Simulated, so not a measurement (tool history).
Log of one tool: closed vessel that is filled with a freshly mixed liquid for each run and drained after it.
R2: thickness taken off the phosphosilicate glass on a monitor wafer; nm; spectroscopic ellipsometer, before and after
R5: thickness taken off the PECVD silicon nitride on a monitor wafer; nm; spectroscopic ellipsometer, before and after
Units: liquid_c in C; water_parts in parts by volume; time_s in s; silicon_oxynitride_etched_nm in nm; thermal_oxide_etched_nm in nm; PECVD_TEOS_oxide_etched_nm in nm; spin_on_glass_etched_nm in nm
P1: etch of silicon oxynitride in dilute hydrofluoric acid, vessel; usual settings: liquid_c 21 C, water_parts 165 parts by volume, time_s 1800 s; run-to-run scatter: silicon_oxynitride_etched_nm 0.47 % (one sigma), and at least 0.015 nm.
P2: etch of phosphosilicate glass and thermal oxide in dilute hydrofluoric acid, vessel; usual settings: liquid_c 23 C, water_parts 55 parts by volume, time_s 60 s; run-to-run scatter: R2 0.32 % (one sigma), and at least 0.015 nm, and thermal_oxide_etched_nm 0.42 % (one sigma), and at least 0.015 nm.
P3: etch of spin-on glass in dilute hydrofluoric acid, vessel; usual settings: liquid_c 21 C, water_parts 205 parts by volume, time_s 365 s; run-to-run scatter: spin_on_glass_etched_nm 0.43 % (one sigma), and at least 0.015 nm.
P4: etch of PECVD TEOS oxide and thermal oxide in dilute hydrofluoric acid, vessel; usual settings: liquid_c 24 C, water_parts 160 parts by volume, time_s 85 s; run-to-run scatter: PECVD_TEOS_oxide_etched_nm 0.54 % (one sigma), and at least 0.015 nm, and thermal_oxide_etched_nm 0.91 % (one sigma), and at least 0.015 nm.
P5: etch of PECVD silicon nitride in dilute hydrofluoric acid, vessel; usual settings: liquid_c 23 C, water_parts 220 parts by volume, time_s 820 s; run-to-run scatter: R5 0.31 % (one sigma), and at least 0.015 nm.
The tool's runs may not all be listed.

{"run": 1, "day": 0.408, "process": "P1", "liquid_c": 21, "water_parts": 165, "time_s": 1800, "silicon_oxynitride_etched_nm": 14.58}
{"run": 2, "day": 0.862, "process": "P2", "liquid_c": 23, "water_parts": 55, "time_s": 60, "R2": 227.01, "thermal_oxide_etched_nm": 5.4678}
{"run": 3, "day": 1.312, "process": "P4", "liquid_c": 31, "water_parts": 160, "time_s": 85, "thermal_oxide_etched_nm": 3.1489, "PECVD_TEOS_oxide_etched_nm": 18.147}
{"run": 4, "day": 1.904, "process": "P1", "liquid_c": 21, "water_parts": 80, "time_s": 1800, "silicon_oxynitride_etched_nm": 31.885}
{"run": 5, "day": 2.5, "process": "P1", "liquid_c": 21, "water_parts": 255, "time_s": 2630, "silicon_oxynitride_etched_nm": 12.898}
{"run": 6, "day": 2.8, "process": "P1", "liquid_c": 21, "water_parts": 165, "time_s": 1800, "silicon_oxynitride_etched_nm": 14.422}
{"run": 7, "day": 3.096, "process": "P5", "liquid_c": 23, "water_parts": 220, "time_s": 90, "R5": 2.1356}
{"run": 8, "day": 3.55, "process": "P4", "liquid_c": 24, "water_parts": 160, "time_s": 85, "thermal_oxide_etched_nm": 2.426, "PECVD_TEOS_oxide_etched_nm": 14.097}
{"run": 9, "day": 3.979, "process": "P4", "liquid_c": 24, "water_parts": 160, "time_s": 85, "thermal_oxide_etched_nm": 2.4203, "PECVD_TEOS_oxide_etched_nm": 14.056}
{"run": 10, "day": 4.354, "process": "P2", "liquid_c": 23, "water_parts": 55, "time_s": 30, "R2": 113.42, "thermal_oxide_etched_nm": 2.762}
{"run": 11, "day": 4.679, "process": "P1", "liquid_c": 21, "water_parts": 165, "time_s": 1800, "silicon_oxynitride_etched_nm": 14.528}
{"run": 12, "day": 5.242, "process": "P1", "liquid_c": 21, "water_parts": 165, "time_s": 1800, "silicon_oxynitride_etched_nm": 14.495}
{"run": 13, "day": 5.788, "process": "P5", "liquid_c": 23, "water_parts": 375, "time_s": 820, "R5": 11.588}
{"run": 14, "day": 6.154, "process": "P2", "liquid_c": 23, "water_parts": 20, "time_s": 60, "R2": 652.33, "thermal_oxide_etched_nm": 15.835}
{"run": 15, "day": 6.792, "process": "P3", "liquid_c": 21, "water_parts": 205, "time_s": 140, "spin_on_glass_etched_nm": 10.721}
{"run": 16, "day": 7.108, "process": "P3", "liquid_c": 21, "water_parts": 205, "time_s": 365, "spin_on_glass_etched_nm": 28.021}
{"run": 17, "day": 7.721, "process": "P4", "liquid_c": 24, "water_parts": 160, "time_s": 35, "thermal_oxide_etched_nm": 1.0043, "PECVD_TEOS_oxide_etched_nm": 5.7743}
{"run": 18, "day": 8.138, "process": "P5", "liquid_c": 23, "water_parts": 220, "time_s": 820, "R5": 19.581}
{"run": 19, "day": 8.604, "process": "P1", "liquid_c": 21, "water_parts": 165, "time_s": 420, "silicon_oxynitride_etched_nm": 3.4182}
{"run": 20, "day": 8.9, "process": "P1", "liquid_c": 21, "water_parts": 165, "time_s": 1800, "silicon_oxynitride_etched_nm": 14.626}
{"run": 21, "day": 9.188, "process": "P5", "liquid_c": 17, "water_parts": 220, "time_s": 820, "R5": 13.153}
{"run": 22, "day": 9.788, "process": "P2", "liquid_c": 17, "water_parts": 55, "time_s": 60, "R2": 176.62, "thermal_oxide_etched_nm": 4.2937}
{"run": 23, "day": 10.375, "process": "P4", "liquid_c": 24, "water_parts": 30, "time_s": 85, "thermal_oxide_etched_nm": 15.101, "PECVD_TEOS_oxide_etched_nm": 88.146}
{"run": 24, "day": 10.883, "process": "P1", "liquid_c": 26, "water_parts": 165, "time_s": 1800, "silicon_oxynitride_etched_nm": 18.236}
{"run": 25, "day": 11.175, "process": "P1", "liquid_c": 21, "water_parts": 165, "time_s": 1800, "silicon_oxynitride_etched_nm": 14.581}
{"run": 26, "day": 11.746, "process": "P3", "liquid_c": 21, "water_parts": 70, "time_s": 365, "spin_on_glass_etched_nm": 94.828}
{"run": 27, "day": 12.267, "process": "P1", "liquid_c": 21, "water_parts": 165, "time_s": 3165, "silicon_oxynitride_etched_nm": 25.634}
{"run": 28, "day": 12.675, "process": "P3", "liquid_c": 28.5, "water_parts": 205, "time_s": 365, "spin_on_glass_etched_nm": 36.59}
{"run": 29, "day": 13.208, "process": "P2", "liquid_c": 23, "water_parts": 55, "time_s": 60, "R2": 226.81, "thermal_oxide_etched_nm": 5.5349}
{"run": 30, "day": 13.579, "process": "P1", "liquid_c": 21, "water_parts": 235, "time_s": 1800, "silicon_oxynitride_etched_nm": 9.7414}
{"run": 31, "day": 13.921, "process": "P5", "liquid_c": 23, "water_parts": 220, "time_s": 820, "R5": 19.467}
{"run": 32, "day": 14.388, "process": "P1", "liquid_c": 26.5, "water_parts": 225, "time_s": 1800, "silicon_oxynitride_etched_nm": 13.122}
{"run": 33, "day": 14.971, "process": "P1", "liquid_c": 17, "water_parts": 165, "time_s": 1800, "silicon_oxynitride_etched_nm": 11.924}
{"run": 34, "day": 15.558, "process": "P1", "liquid_c": 25, "water_parts": 165, "time_s": 700, "silicon_oxynitride_etched_nm": 6.7764}
{"run": 35, "day": 16.042, "process": "P1", "liquid_c": 21, "water_parts": 165, "time_s": 1800, "silicon_oxynitride_etched_nm": 14.565}
{"run": 36, "day": 16.542, "process": "P1", "liquid_c": 21, "water_parts": 165, "time_s": 1800, "silicon_oxynitride_etched_nm": 14.35}
{"run": 37, "day": 16.954, "process": "P1", "liquid_c": 21, "water_parts": 165, "time_s": 1800, "silicon_oxynitride_etched_nm": 14.093}
{"run": 38, "day": 17.508, "process": "P1", "liquid_c": 21, "water_parts": 165, "time_s": 1800, "silicon_oxynitride_etched_nm": 13.859}
{"run": 39, "day": 18.138, "process": "P1", "liquid_c": 21, "water_parts": 165, "time_s": 1800, "silicon_oxynitride_etched_nm": 13.806}
{"run": 40, "day": 18.417, "process": "P1", "liquid_c": 21, "water_parts": 165, "time_s": 1800, "silicon_oxynitride_etched_nm": 13.655}
{"run": 41, "day": 18.762, "process": "P1", "liquid_c": 21, "water_parts": 165, "time_s": 1800, "silicon_oxynitride_etched_nm": 13.713}
{"run": 42, "day": 19.046, "process": "P1", "liquid_c": 21, "water_parts": 165, "time_s": 1800, "silicon_oxynitride_etched_nm": 13.634}
{"run": 43, "day": 19.621, "process": "P1", "liquid_c": 21, "water_parts": 165, "time_s": 1800, "silicon_oxynitride_etched_nm": 13.558}
{"run": 44, "day": 20.121, "process": "P1", "liquid_c": 21, "water_parts": 165, "time_s": 1800, "silicon_oxynitride_etched_nm": 13.631}
{"run": 45, "day": 20.725, "process": "P1", "liquid_c": 21, "water_parts": 165, "time_s": 1800, "silicon_oxynitride_etched_nm": 13.574}
{"run": 46, "day": 21.012, "process": "P1", "liquid_c": 21, "water_parts": 165, "time_s": 1800, "silicon_oxynitride_etched_nm": 13.593}

What P1 gives has crept away from where it was. These 2 causes fit the log equally well, each at the size given:
A: hydrofluoric acid flow below the setpoint (%) = 5.93
B: liquid colder than its thermometer reads (K) = 1.46
The creep began at about day 16.042.

4 check runs are offered, one wafer each, their results left as question marks. Which one tells the causes apart?
{"run": "check 1", "day": 21.3, "process": "P2", "liquid_c": 17, "water_parts": 55, "time_s": 60, "R2": "?", "thermal_oxide_etched_nm": "?"}
{"run": "check 2", "day": 21.3, "process": "P5", "liquid_c": 18, "water_parts": 220, "time_s": 820, "R5": "?"}
{"run": "check 3", "day": 21.3, "process": "P4", "liquid_c": 24, "water_parts": 95, "time_s": 50, "thermal_oxide_etched_nm": "?", "PECVD_TEOS_oxide_etched_nm": "?"}
{"run": "check 4", "day": 21.3, "process": "P3", "liquid_c": 21, "water_parts": 95, "time_s": 365, "spin_on_glass_etched_nm": "?"}

What each check would give under each cause:
check=check_1 result=R2 if_A=164.6 if_B=164.82
check=check_1 result=thermal_oxide_etched_nm if_A=4.0251 if_B=4.0306
check=check_2 result=R5 if_A=13.263 if_B=12.756
check=check_3 result=thermal_oxide_etched_nm if_A=2.4214 if_B=2.446
check=check_3 result=PECVD_TEOS_oxide_etched_nm if_A=14.047 if_B=14.19
check=check_4 result=spin_on_glass_etched_nm if_A=63.333 if_B=63.842
How far apart the two closest causes lie, in the result that separates them most: check 1 0.14 %; check 2 3.89 %; check 3 1.01 %; check 4 0.8 %
Check 2 tells the causes apart: in the others they would give nearly the same result.

Then check 2 was run and gave: R5 13.246 nm. Which cause is it?

It is A: hydrofluoric acid flow below the setpoint (%).

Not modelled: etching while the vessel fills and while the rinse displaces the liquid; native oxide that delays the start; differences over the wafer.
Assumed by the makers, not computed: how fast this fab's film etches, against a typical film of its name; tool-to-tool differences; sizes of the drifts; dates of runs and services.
